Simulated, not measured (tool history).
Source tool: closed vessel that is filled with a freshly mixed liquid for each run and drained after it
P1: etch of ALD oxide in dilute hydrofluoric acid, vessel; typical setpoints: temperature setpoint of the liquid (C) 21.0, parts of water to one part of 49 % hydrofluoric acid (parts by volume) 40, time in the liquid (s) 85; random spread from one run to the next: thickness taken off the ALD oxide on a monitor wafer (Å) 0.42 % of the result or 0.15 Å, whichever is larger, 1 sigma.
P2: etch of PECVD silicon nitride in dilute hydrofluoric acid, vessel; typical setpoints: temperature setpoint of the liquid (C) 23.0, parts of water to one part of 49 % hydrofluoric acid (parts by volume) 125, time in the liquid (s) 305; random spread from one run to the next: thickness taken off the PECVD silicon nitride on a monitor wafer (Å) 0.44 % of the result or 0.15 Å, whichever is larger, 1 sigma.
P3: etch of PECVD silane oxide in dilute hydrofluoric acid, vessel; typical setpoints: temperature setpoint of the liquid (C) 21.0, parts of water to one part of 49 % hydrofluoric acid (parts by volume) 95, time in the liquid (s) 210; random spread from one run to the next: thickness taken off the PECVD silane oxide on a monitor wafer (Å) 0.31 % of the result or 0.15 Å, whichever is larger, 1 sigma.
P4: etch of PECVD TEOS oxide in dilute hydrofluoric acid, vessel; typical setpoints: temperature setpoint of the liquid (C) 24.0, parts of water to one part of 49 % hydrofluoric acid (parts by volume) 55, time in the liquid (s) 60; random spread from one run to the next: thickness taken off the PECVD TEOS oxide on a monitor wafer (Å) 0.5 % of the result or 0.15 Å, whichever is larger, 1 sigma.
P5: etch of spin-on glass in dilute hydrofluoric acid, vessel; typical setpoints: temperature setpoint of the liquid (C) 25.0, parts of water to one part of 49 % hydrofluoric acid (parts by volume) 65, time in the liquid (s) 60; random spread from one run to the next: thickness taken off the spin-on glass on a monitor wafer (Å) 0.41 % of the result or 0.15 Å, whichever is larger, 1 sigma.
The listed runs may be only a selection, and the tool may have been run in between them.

run	hour	process that ran	temperature setpoint of the liquid (C)	parts of water to one part of 49 % hydrofluoric acid (parts by volume)	time in the liquid (s)	hours since the thermometer was replaced	hours since the hydrofluoric acid flow meter was replaced	thickness taken off the ALD oxide on a monitor wafer (Å)	thickness taken off the spin-on glass on a monitor wafer (Å)	thickness taken off the PECVD silicon nitride on a monitor wafer (Å)	thickness taken off the PECVD silane oxide on a monitor wafer (Å)	thickness taken off the PECVD TEOS oxide on a monitor wafer (Å)
1	14.2	P1	21.0	40	85	1257.6	226.2	290.70				
2	25.4	P1	21.0	40	160	1268.8	237.4	547.30				
3	35.1	P5	25.0	95	60	1278.5	247.1		293.40			
4	44.6	P2	23.0	220	305	1288.0	256.6			71.119		
5	54.5	P1	21.0	70	85	1297.9	266.5	160.44				
6	61.3	P3	21.0	95	395	1304.7	273.3				821.36	
7	69.3	P4	24.0	85	60	1312.7	281.3					98.218
8	82.3	P1	21.0	40	85	1325.7	294.3	290.19				
# hour 82.9: thermometer replaced
9	91.5	P1	27.5	25	85	8.7	303.5	623.95				
10	103.5	P3	17.0	95	210	20.7	315.5				372.73	
11	116.1	P3	21.0	95	210	33.3	328.1				437.53	
12	123.7	P1	17.0	40	85	40.9	335.7	244.76				
13	130.4	P4	24.0	55	60	47.6	342.4					157.970
14	140.6	P1	21.0	40	85	57.8	352.6	290.28				
15	151.0	P3	21.0	155	210	68.2	363.0				251.45	
16	157.2	P1	21.0	40	85	74.4	369.2	292.10				
17	169.9	P4	24.0	55	60	87.1	381.9					157.950
18	184.0	P1	17.0	20	85	101.2	396.0	502.89				
19	191.3	P4	24.0	55	115	108.5	403.3					299.550
20	201.3	P5	33.5	65	60	118.5	413.3		624.95			
21	210.7	P5	25.0	65	30	127.9	422.7		223.62			
22	221.9	P3	21.0	95	210	139.1	433.9				437.61	
23	232.0	P1	27.5	40	85	149.2	444.0	382.95				
24	239.1	P1	21.0	40	30	156.3	451.1	102.37				
25	252.4	P2	23.0	125	505	169.6	464.4			204.300		
26	260.7	P5	25.0	65	60	177.9	472.7		446.90			
27	272.4	P2	23.0	125	305	189.6	484.4			123.110		
28	286.5	P2	23.0	125	305	203.7	498.5			123.650		
29	300.2	P4	19.5	55	60	217.4	512.2					130.550
30	310.6	P1	21.0	20	85	227.8	522.6	598.43				
31	321.1	P2	30.0	125	305	238.3	533.1			192.970		
32	332.2	P1	21.0	40	85	249.4	544.2	290.20				
33	340.6	P1	21.0	40	85	257.8	552.6	291.12				
34	351.4	P1	21.0	40	85	268.6	563.4	299.85				
35	363.5	P1	21.0	40	85	280.7	575.5	304.10				
36	375.7	P1	21.0	40	85	292.9	587.7	307.61				
37	384.9	P1	21.0	40	85	302.1	596.9	309.09				
38	398.4	P1	21.0	40	85	315.6	610.4	308.77				
39	407.6	P1	21.0	40	85	324.8	619.6	311.32				
40	415.7	P1	21.0	40	85	332.9	627.7	312.13				
41	430.1	P1	21.0	40	85	347.3	642.1	311.79				

The output of P1 has drifted from where it used to be. Each of the 2 causes below, taken at the size shown beside it, accounts for the log equally well:
A: hydrofluoric acid flow above the setpoint (%) = 7.14
B: liquid hotter than its thermometer reads (K) = 1.72
Onset of the creep was near hour 340.6.

Which of the 4 check runs listed below separates the causes, so that each cause would produce a clearly different result? Each run uses one wafer, and its results are marked with question marks.
check 1	444.5	P5	25.0	65	60				?			
check 2	444.5	P4	24.0	55	60							?
check 3	444.5	P2	23.0	125	305					?		
check 4	444.5	P3	21.0	95	210						?	

Expected result of each check under each candidate cause:
check	result	if A	if B
check 1	thickness taken off the spin-on glass on a monitor wafer (Å)	481.97	479.17
check 2	thickness taken off the PECVD TEOS oxide on a monitor wafer (Å)	169.910	169.250
check 3	thickness taken off the PECVD silicon nitride on a monitor wafer (Å)	132.150	138.140
check 4	thickness taken off the PECVD silane oxide on a monitor wafer (Å)	472.95	469.86
Distance between the nearest two causes, measured in the result of the check that separates them most: check 1 0.58 %; check 2 0.39 %; check 3 4.43 %; check 4 0.66 %
Check 3 is the one run that separates the causes; every other check would come out nearly the same whichever cause is at work.

Here is what check 3 returned: thickness taken off the PECVD silicon nitride on a monitor wafer (Å) 131.960. Which cause is it?

The cause is A: hydrofluoric acid flow above the setpoint (%).
